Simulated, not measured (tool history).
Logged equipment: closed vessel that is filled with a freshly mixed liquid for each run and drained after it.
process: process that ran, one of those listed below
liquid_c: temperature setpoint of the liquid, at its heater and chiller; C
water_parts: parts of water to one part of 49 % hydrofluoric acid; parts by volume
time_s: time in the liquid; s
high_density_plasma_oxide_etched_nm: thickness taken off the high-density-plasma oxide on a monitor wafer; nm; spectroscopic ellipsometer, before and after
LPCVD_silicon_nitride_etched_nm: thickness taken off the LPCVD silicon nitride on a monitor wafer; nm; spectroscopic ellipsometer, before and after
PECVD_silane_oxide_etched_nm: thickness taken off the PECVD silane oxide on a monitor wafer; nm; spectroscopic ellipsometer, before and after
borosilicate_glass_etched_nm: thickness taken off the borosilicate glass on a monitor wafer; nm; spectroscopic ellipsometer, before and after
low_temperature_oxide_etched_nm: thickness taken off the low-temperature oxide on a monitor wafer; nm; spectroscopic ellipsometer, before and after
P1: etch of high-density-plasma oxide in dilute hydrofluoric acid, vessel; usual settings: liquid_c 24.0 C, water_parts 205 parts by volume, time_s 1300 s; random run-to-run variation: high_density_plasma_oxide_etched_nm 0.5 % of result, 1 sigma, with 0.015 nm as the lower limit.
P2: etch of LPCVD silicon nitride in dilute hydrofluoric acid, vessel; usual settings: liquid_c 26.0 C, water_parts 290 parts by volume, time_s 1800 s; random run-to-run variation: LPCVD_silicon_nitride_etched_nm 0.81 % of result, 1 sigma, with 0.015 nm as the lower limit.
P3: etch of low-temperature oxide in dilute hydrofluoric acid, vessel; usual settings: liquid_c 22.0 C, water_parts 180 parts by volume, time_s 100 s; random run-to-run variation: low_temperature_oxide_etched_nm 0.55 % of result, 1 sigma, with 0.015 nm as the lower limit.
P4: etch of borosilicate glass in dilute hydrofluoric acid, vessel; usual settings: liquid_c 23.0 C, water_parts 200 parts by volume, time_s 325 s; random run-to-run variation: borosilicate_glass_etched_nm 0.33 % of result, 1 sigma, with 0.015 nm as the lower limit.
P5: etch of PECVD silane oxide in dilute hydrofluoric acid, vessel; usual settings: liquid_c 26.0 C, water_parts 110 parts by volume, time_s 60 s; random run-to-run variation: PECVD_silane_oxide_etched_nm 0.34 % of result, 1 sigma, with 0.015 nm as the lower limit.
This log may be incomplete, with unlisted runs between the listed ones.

run     day  process  liquid_c  water_parts  time_s  hours since the thermometer was replaced  hours since the hydrofluoric acid flow meter was replaced  high_density_plasma_oxide_etched_nm  LPCVD_silicon_nitride_etched_nm  PECVD_silane_oxide_etched_nm  borosilicate_glass_etched_nm  low_temperature_oxide_etched_nm
  1   0.342       P1      24.0          205    1300                                     829.1                                                      779.6                               31.121
  2   0.575       P1      18.0          280    1300                                     834.7                                                      785.2                               17.094
  3   0.938       P2      26.0          290    1800                                     843.4                                                      793.9                                                               3.30700
  4   1.275       P1      24.0          205    2530                                     851.5                                                      802.0                               60.505
  5   1.617       P5      26.0          195      60                                     859.7                                                      810.2                                                                                              10.513
  6   1.983       P4      23.0          200     325                                     868.5                                                      819.0                                                                                                                            50.213
  7   2.238       P4      23.0          100     325                                     874.6                                                      825.1                                                                                                                           112.220
  8   2.679       P1      24.0          205    1300                                     885.2                                                      835.7                               31.055
  9   3.054       P1      24.0          130    1300                                     894.2                                                      844.7                               53.191
 10   3.346       P1      24.0          350    1300                                     901.2                                                      851.7                               15.792
 11   3.733       P1      17.0          205    1300                                     910.5                                                      861.0                               23.485
 12   4.200       P2      26.0          290     450                                     921.7                                                      872.2                                                               0.80175
 13   4.662       P1      17.0          205     715                                     932.8                                                      883.3                               13.040
 14   4.938       P3      29.5          180     100                                     939.4                                                      889.9                                                                                                                                                             17.672
 15   5.362       P1      24.0          205    1300                                     949.6                                                      900.1                               31.118
 16   5.617       P4      17.0          200     325                                     955.7                                                      906.2                                                                                                                            39.998
 17   6.071       P3      22.0           90     100                                     966.6                                                      917.1                                                                                                                                                             29.972
 18   6.379       P1      30.5          205    1300                                     974.0                                                      924.5                               39.189
 19   6.812       P3      22.0          180     180                                     984.4                                                      934.9                                                                                                                                                             24.361
 20   7.158       P5      26.0          110      35                                     992.7                                                      943.2                                                                                              12.005
 21   7.638       P5      26.0          110      60                                    1004.2                                                      954.7                                                                                              20.542
 22   7.858       P2      34.0          290    1800                                    1009.5                                                      960.0                                                               5.19070
 23   8.096       P2      26.0          140    1800                                    1015.2                                                      965.7                                                               6.71540
 24   8.550       P3      22.0          180     100                                    1026.1                                                      976.6                                                                                                                                                             13.510
 25   8.779       P5      34.0          110      60                                    1031.6                                                      982.1                                                                                              27.608
 26   9.100       P1      31.0          340    1300                                    1039.3                                                      989.8                               20.749
 27   9.504       P3      22.0          180     100                                    1049.0                                                      999.5                                                                                                                                                             13.337
 28   9.933       P4      23.0          200     640                                    1059.3                                                     1009.8                                                                                                                            99.234
 29  10.388       P1      24.0          205    1300                                    1070.2                                                     1020.7                               30.986
 30  10.846       P1      24.0          205     600                                    1081.2                                                     1031.7                               14.278
 31  11.121       P1      24.0          205    1300                                    1087.8                                                     1038.3                               31.060
 32  11.329       P1      24.0          205    1300                                    1092.8                                                     1043.3                               30.382
 33  11.579       P1      24.0          205    1300                                    1098.8                                                     1049.3                               30.063
 34  11.929       P1      24.0          205    1300                                    1107.2                                                     1057.7                               29.420
 35  12.354       P1      24.0          205    1300                                    1117.4                                                     1067.9                               28.974
 36  12.700       P1      24.0          205    1300                                    1125.7                                                     1076.2                               28.812
 37  13.142       P1      24.0          205    1300                                    1136.3                                                     1086.8                               28.673
 38  13.367       P1      24.0          205    1300                                    1141.7                                                     1092.2                               28.694
 39  13.600       P1      24.0          205    1300                                    1147.3                                                     1097.8                               28.741
 40  14.004       P1      24.0          205    1300                                    1157.0                                                     1107.5                               28.440
 41  14.346       P1      24.0          205    1300                                    1165.2                                                     1115.7                               28.544

Compared with where it was, what P1 gives has crept away. Each cause listed below fits the log as well as the rest, at the size given for it:
A: liquid colder than its thermometer reads (K) = 2.39
B: hydrofluoric acid flow below the setpoint (%) = 7
Creep in the process output first set in at about day 11.121.

Consider the 4 check runs below, whose results appear as question marks and each of which averages 2 wafers. Which one distinguishes the causes, in that each cause would give it a clearly different result?
check 1  14.688       P2      31.0          290    1800                                                                                                                                                                          ?
check 2  14.688       P5      33.0          150      60                                                                                                                                                                                                        ?
check 3  14.688       P4      23.0          200     630                                                                                                                                                                                                                                      ?
check 4  14.688       P3      28.5          180     100                                                                                                                                                                                                                                                                       ?

Outcome of each check run for each possible cause:
  check                           result     if A     if B
check 1  LPCVD_silicon_nitride_etched_nm  3.82530  4.07400
check 2     PECVD_silane_oxide_etched_nm   16.990   16.924
check 3     borosilicate_glass_etched_nm   89.193   89.394
check 4  low_temperature_oxide_etched_nm   15.735   15.695
Gap, in per cent, between the two causes that each check separates least, read from the result that separates them most: check 1 6.3 %; check 2 0.39 %; check 3 0.22 %; check 4 0.26 %
Only in check 1 would the causes give clearly different results; in the remaining checks their results would be nearly the same.

After running check 1, the following was obtained: LPCVD_silicon_nitride_etched_nm 3.80290 nm. Which cause does this point to?

A is the cause: liquid colder than its thermometer reads (K).
